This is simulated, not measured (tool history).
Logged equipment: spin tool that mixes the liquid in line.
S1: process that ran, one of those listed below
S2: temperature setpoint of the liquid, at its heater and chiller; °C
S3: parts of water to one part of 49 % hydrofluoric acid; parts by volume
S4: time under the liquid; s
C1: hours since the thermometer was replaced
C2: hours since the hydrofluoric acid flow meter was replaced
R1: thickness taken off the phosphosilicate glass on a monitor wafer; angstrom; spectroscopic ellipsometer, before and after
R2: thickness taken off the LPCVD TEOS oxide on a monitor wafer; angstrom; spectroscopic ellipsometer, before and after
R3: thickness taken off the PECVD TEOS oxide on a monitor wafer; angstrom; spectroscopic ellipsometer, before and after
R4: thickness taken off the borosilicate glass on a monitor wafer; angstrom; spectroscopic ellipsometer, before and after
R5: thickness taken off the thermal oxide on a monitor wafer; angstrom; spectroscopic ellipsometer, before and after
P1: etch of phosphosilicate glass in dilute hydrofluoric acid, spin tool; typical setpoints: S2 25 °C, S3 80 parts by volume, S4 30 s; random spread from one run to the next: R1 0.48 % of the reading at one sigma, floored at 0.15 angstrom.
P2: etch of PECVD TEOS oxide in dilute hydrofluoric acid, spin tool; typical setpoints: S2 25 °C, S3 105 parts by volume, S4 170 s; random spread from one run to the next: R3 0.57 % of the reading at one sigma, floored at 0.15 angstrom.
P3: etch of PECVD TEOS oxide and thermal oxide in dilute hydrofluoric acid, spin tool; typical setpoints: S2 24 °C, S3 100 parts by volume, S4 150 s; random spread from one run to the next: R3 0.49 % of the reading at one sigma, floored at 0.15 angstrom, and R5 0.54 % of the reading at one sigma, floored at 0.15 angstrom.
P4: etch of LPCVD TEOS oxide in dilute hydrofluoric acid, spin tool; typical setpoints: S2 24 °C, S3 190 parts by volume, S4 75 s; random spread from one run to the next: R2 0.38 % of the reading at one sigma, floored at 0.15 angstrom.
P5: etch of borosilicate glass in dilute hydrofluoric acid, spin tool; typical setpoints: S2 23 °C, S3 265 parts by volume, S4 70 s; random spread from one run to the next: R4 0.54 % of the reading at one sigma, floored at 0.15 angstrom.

run 1 hour=5 | S1=P1 S2=25 S3=80 S4=30 | C1=300 C2=982 | R1=472.09
run 2 hour=11.2 | S1=P4 S2=17 S3=190 S4=75 | C1=306.2 C2=988.2 | R2=140.74
run 3 hour=17.5 | S1=P1 S2=25 S3=80 S4=30 | C1=312.5 C2=994.5 | R1=472.24
run 4 hour=26.7 | S1=P2 S2=30 S3=105 S4=170 | C1=321.7 C2=1003.7 | R3=172.43
run 5 hour=35.7 | S1=P1 S2=25 S3=130 S4=30 | C1=330.7 C2=1012.7 | R1=272.96
run 6 hour=41.2 | S1=P5 S2=23 S3=265 S4=135 | C1=336.2 C2=1018.2 | R4=84.886
run 7 hour=47.9 | S1=P5 S2=29 S3=265 S4=70 | C1=342.9 C2=1024.9 | R4=54.261
run 8 hour=54.9 | S1=P3 S2=24 S3=100 S4=40 | C1=349.9 C2=1031.9 | R3=54.685 R5=20.524
run 9 hour=61.6 | S1=P3 S2=24 S3=100 S4=150 | C1=356.6 C2=1038.6 | R3=204.36 R5=75.133
run 10 hour=68.2 | S1=P1 S2=30 S3=80 S4=30 | C1=363.2 C2=1045.2 | R1=571.46
run 11 hour=72.8 | S1=P2 S2=25 S3=105 S4=170 | C1=367.8 C2=1049.8 | R3=141.43
run 12 hour=82.4 | S1=P3 S2=24 S3=35 S4=150 | C1=377.4 C2=1059.4 | R3=638.23 R5=235.02
run 13 hour=90.4 | S1=P1 S2=25 S3=45 S4=50 | C1=385.4 C2=1067.4 | R1=1472.9
run 14 hour=100.6 | S1=P4 S2=24 S3=190 S4=75 | C1=395.6 C2=1077.6 | R2=184.83
run 15 hour=110.5 | S1=P4 S2=24 S3=60 S4=75 | C1=405.5 C2=1087.5 | R2=683.76
run 16 hour=120.9 | S1=P5 S2=23 S3=265 S4=70 | C1=415.9 C2=1097.9 | R4=43.554
run 17 hour=127.4 | S1=P5 S2=23 S3=265 S4=70 | C1=422.4 C2=1104.4 | R4=43.625
run 18 hour=136.3 | S1=P3 S2=32 S3=100 S4=150 | C1=431.3 C2=1113.3 | R3=279.14 R5=103.05
run 19 hour=145.7 | S1=P2 S2=25 S3=30 S4=170 | C1=440.7 C2=1122.7 | R3=554.24
run 20 hour=152.6 | S1=P1 S2=25 S3=80 S4=30 | C1=447.6 C2=1129.6 | R1=476.94
run 21 hour=162.5 | S1=P2 S2=25 S3=105 S4=295 | C1=457.5 C2=1139.5 | R3=246.17
run 22 hour=171.9 | S1=P4 S2=24 S3=190 S4=75 | C1=466.9 C2=1148.9 | R2=183.89
run 23 hour=180.3 | S1=P1 S2=25 S3=80 S4=15 | C1=475.3 C2=1157.3 | R1=237.02
run 24 hour=190.4 | S1=P1 S2=25 S3=80 S4=30 | C1=485.4 C2=1167.4 | R1=476.08
run 25 hour=200 | S1=P1 S2=25 S3=130 S4=50 | C1=495 C2=1177 | R1=457.88
run 26 hour=206.3 | S1=P1 S2=25 S3=35 S4=30 | C1=501.3 C2=1183.3 | R1=1146
run 27 hour=213.6 | S1=P1 S2=19.5 S3=80 S4=30 | C1=508.6 C2=1190.6 | R1=377.89
run 28 hour=223.9 | S1=P1 S2=25 S3=140 S4=15 | C1=518.9 C2=1200.9 | R1=125.58
run 29 hour=229.6 | S1=P4 S2=24 S3=190 S4=140 | C1=524.6 C2=1206.6 | R2=343.51
run 30 hour=239.5 | S1=P1 S2=25 S3=80 S4=30 | C1=534.5 C2=1216.5 | R1=477.2
run 31 hour=249.8 | S1=P1 S2=25 S3=80 S4=30 | C1=544.8 C2=1226.8 | R1=471.63
run 32 hour=257.5 | S1=P1 S2=25 S3=80 S4=50 | C1=552.5 C2=1234.5 | R1=788.27
run 33 hour=262.3 | S1=P5 S2=23 S3=470 S4=70 | C1=557.3 C2=1239.3 | R4=20.619
run 34 hour=272.8 | S1=P1 S2=25 S3=80 S4=30 | C1=567.8 C2=1249.8 | R1=474.14
run 35 hour=279.4 | S1=P1 S2=25 S3=80 S4=30 | C1=574.4 C2=1256.4 | R1=457.54
run 36 hour=286.6 | S1=P1 S2=25 S3=80 S4=30 | C1=581.6 C2=1263.6 | R1=453.13
run 37 hour=292.7 | S1=P1 S2=25 S3=80 S4=30 | C1=587.7 C2=1269.7 | R1=451.64
run 38 hour=298.1 | S1=P1 S2=25 S3=80 S4=30 | C1=593.1 C2=1275.1 | R1=445.29
run 39 hour=308 | S1=P1 S2=25 S3=80 S4=30 | C1=603 C2=1285 | R1=445.57
run 40 hour=313.9 | S1=P1 S2=25 S3=80 S4=30 | C1=608.9 C2=1290.9 | R1=443.13
run 41 hour=322.4 | S1=P1 S2=25 S3=80 S4=30 | C1=617.4 C2=1299.4 | R1=444.6
run 42 hour=328.2 | S1=P1 S2=25 S3=80 S4=30 | C1=623.2 C2=1305.2 | R1=439.86

The output of P1 has drifted from where it used to be. Each of the 2 causes below, taken at the size shown beside it, accounts for the log equally well:
A: hydrofluoric acid flow below the setpoint (%) = 6.44
B: liquid colder than its thermometer reads (K) = 1.84
The process output started creeping at around hour 272.8.

Which of the check runs below tells the causes apart, meaning the causes would give it clearly different results? Each run uses 5 wafers whose results are averaged, and each result is shown as a question mark.
run check 1 hour=334 | S1=P5 S2=23 S3=455 S4=70 | R4=?
run check 2 hour=334 | S1=P3 S2=29 S3=40 S4=150 | R3=? R5=?
run check 3 hour=334 | S1=P2 S2=29 S3=45 S4=170 | R3=?
run check 4 hour=334 | S1=P4 S2=24 S3=75 S4=75 | R2=?

Outcome of each check run for each possible cause:
check=check_1 result=R4 if_A=19.605 if_B=20.249
check=check_2 result=R3 if_A=630.49 if_B=628.4
check=check_2 result=R5 if_A=232.1 if_B=231.33
check=check_3 result=R3 if_A=391.5 if_B=390.58
check=check_4 result=R2 if_A=498.06 if_B=497.19
Distance between the nearest two causes, measured in the result of the check that separates them most: check 1 3.23 %; check 2 0.33 %; check 3 0.24 %; check 4 0.17 %
The causes can be told apart only by check 1. The other checks would give nearly the same results under each of them.

Check 1 was carried out, with these results: R4 20.378 angstrom. Which of the listed causes is responsible?

The correct cause is B, namely: liquid colder than its thermometer reads (K).

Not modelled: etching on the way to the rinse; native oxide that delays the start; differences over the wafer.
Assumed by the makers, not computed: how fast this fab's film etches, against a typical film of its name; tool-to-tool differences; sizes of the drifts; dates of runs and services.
